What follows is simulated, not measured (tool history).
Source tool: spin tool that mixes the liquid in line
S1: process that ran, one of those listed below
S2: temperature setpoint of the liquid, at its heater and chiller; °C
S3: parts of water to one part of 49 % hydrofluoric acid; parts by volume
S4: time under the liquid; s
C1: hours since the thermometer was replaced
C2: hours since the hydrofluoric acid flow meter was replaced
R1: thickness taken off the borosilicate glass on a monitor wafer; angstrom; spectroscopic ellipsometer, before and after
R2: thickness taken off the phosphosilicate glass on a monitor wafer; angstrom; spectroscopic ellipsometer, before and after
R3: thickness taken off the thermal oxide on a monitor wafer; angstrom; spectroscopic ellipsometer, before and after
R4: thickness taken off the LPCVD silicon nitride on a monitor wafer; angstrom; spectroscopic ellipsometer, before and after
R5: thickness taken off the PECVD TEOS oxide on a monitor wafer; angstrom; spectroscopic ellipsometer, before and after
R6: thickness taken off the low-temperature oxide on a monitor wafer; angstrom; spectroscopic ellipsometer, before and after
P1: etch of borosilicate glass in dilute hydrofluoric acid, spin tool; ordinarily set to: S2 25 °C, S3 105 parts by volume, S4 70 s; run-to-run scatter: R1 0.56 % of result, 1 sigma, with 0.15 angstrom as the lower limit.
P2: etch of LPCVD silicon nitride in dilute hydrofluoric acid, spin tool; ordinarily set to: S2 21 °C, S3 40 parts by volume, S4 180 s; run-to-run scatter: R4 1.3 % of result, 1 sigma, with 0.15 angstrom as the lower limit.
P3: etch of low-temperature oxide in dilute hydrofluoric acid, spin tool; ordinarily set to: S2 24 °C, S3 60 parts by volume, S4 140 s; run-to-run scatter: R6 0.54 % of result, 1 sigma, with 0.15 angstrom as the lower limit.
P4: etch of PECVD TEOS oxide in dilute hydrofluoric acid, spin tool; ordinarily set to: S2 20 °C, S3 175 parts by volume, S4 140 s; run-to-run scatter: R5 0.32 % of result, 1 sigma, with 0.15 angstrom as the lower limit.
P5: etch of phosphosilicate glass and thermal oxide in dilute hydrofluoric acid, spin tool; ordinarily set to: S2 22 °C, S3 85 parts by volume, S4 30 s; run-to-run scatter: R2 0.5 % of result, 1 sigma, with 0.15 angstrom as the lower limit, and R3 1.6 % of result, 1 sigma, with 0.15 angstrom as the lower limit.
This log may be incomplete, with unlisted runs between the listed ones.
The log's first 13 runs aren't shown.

run	hour	S1	S2	S3	S4	C1	C2	R1	R2	R3	R4	R5	R6
14	169.8	P1	25	105	70	680.2	516.5	376.06					
15	182.9	P3	18	60	140	693.3	529.6						432.17
16	193.1	P5	22	85	15	703.5	539.8		139.83	7.5807			
# hour 193.6: thermometer replaced
17	208.1	P4	20	175	140	14.5	554.8					106.94	
18	216.9	P5	26.5	85	30	23.3	563.6		333.22	18.138			
19	226.2	P2	21	40	360	32.6	572.9				36.877		
20	237.8	P3	24	60	140	44.2	584.5						555.82
21	249.6	P3	24	60	15	56	596.3						58.999
22	263.9	P4	20	300	140	70.3	610.6					55.245	
23	274.9	P4	26.5	175	140	81.3	621.6					136.65	
24	286.1	P4	20	175	270	92.5	632.8					205.1	
25	294.9	P2	21	20	180	101.3	641.6				36.29		
26	303.9	P2	25.5	40	180	110.3	650.6				25.689		
27	315	P5	22	50	30	121.4	661.7		495.4	26.732			
28	323.9	P1	33	105	70	130.3	670.6	506.32					
29	337.1	P1	25	105	70	143.5	683.8	379.31					
30	352.9	P3	24	85	140	159.3	699.6						381.02

What does the tool deliver on the next run?
31	359.8	P1	25	105	70	166.2	706.5	?					

Run 31 yielded R1 381.41 angstrom.

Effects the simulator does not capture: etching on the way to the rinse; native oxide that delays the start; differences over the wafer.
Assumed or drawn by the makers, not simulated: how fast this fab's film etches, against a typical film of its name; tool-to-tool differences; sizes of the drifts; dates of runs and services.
